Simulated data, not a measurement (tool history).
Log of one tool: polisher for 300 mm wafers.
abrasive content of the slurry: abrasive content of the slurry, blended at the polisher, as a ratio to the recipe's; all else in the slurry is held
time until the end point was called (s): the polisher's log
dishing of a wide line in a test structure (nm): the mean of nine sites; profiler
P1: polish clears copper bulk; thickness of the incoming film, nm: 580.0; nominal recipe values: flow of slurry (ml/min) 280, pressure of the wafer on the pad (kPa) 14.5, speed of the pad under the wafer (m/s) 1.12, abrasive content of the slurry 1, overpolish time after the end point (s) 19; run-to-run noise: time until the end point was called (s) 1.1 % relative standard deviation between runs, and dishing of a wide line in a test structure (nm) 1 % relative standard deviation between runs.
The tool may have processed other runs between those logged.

| run | day | flow of slurry (ml/min) | pressure of the wafer on the pad (kPa) | speed of the pad under the wafer (m/s) | abrasive content of the slurry | overpolish time after the end point (s) | wafers polished on this pad | hours since the slurry nozzle was cleaned | hours since the head pressure was calibrated | hours since the slurry blender was calibrated | time until the end point was called (s) | dishing of a wide line in a test structure (nm) |
|---|---|---|---|---|---|---|---|---|---|---|---|---|
| 1 | 0.246 | 280 | 14.5 | 1.12 | 1 | 19 | 445 | 139.5 | 433.6 | 46.7 | 70.469 | 82.317 |
| 2 | 0.471 | 280 | 14.5 | 1.12 | 1 | 19 | 473 | 144.9 | 439 | 52.1 | 72.069 | 81.883 |
| 3 | 0.638 | 170 | 14.5 | 1.12 | 1 | 19 | 494 | 148.9 | 443 | 56.1 | 73.885 | 78.091 |
| 4 | 0.762 | 280 | 14.5 | 1.12 | 1 | 19 | 509 | 151.9 | 446 | 59.1 | 71.422 | 81.57 |
| 5 | 0.996 | 280 | 14.5 | 1.12 | 1 | 6 | 538 | 157.5 | 451.6 | 64.7 | 70.904 | 33.68 |
| 6 | 1.104 | 280 | 10.3 | 1.12 | 1 | 19 | 552 | 160.1 | 454.2 | 67.3 | 98.041 | 61.523 |
| 7 | 1.317 | 280 | 20.7 | 1.12 | 1 | 19 | 578 | 165.2 | 459.3 | 72.4 | 49.565 | 106.54 |
| 8 | 1.471 | 280 | 14.5 | 0.82 | 1 | 19 | 598 | 168.9 | 463 | 76.1 | 97.237 | 65.958 |
|  | 1.517 | slurry nozzle cleaned |
| 9 | 1.646 | 440 | 14.5 | 1.12 | 1 | 19 | 620 | 3.1 | 467.2 | 80.3 | 68.057 | 83.74 |
| 10 | 1.758 | 280 | 14.5 | 1.5 | 1 | 19 | 634 | 5.8 | 469.9 | 83 | 53.044 | 97.899 |
| 11 | 1.938 | 170 | 9.7 | 1.12 | 1 | 19 | 656 | 10.1 | 474.2 | 87.3 | 113.22 | 56.211 |
| 12 | 2.092 | 280 | 14.5 | 1.12 | 1 | 19 | 675 | 13.8 | 477.9 | 91 | 71.851 | 81.497 |
| 13 | 2.288 | 280 | 14.5 | 1.12 | 0.5 | 19 | 700 | 18.5 | 482.6 | 95.7 | 81.647 | 74.687 |
| 14 | 2.429 | 280 | 14.5 | 1.12 | 1.5 | 19 | 717 | 21.9 | 486 | 99.1 | 64.74 | 86.506 |
| 15 | 2.638 | 280 | 14.5 | 1.12 | 1 | 37 | 743 | 26.9 | 491 | 104.1 | 71.587 | 113.66 |
| 16 | 2.783 | 280 | 8.3 | 1.12 | 1 | 35 | 761 | 30.4 | 494.5 | 107.6 | 126.73 | 74 |
| 17 | 2.908 | 170 | 14.5 | 1.58 | 1 | 19 | 777 | 33.4 | 497.5 | 110.6 | 53.113 | 96.036 |
| 18 | 3.117 | 280 | 14.5 | 1.12 | 1 | 19 | 803 | 38.4 | 502.5 | 115.6 | 71.493 | 80.077 |
| 19 | 3.362 | 280 | 14.5 | 1.12 | 1 | 19 | 834 | 44.3 | 508.4 | 121.5 | 72.836 | 81.251 |
| 20 | 3.608 | 280 | 14.5 | 1.12 | 1 | 19 | 864 | 50.2 | 514.3 | 127.4 | 72.629 | 79.807 |

Expected results for the next run?
| 21 | 3.825 | 280 | 14.5 | 1.12 | 1 | 19 | 891 | 55.4 | 519.5 | 132.6 | ? | ? |

time until the end point was called (s): 72.858
dishing of a wide line in a test structure (nm): 80.298
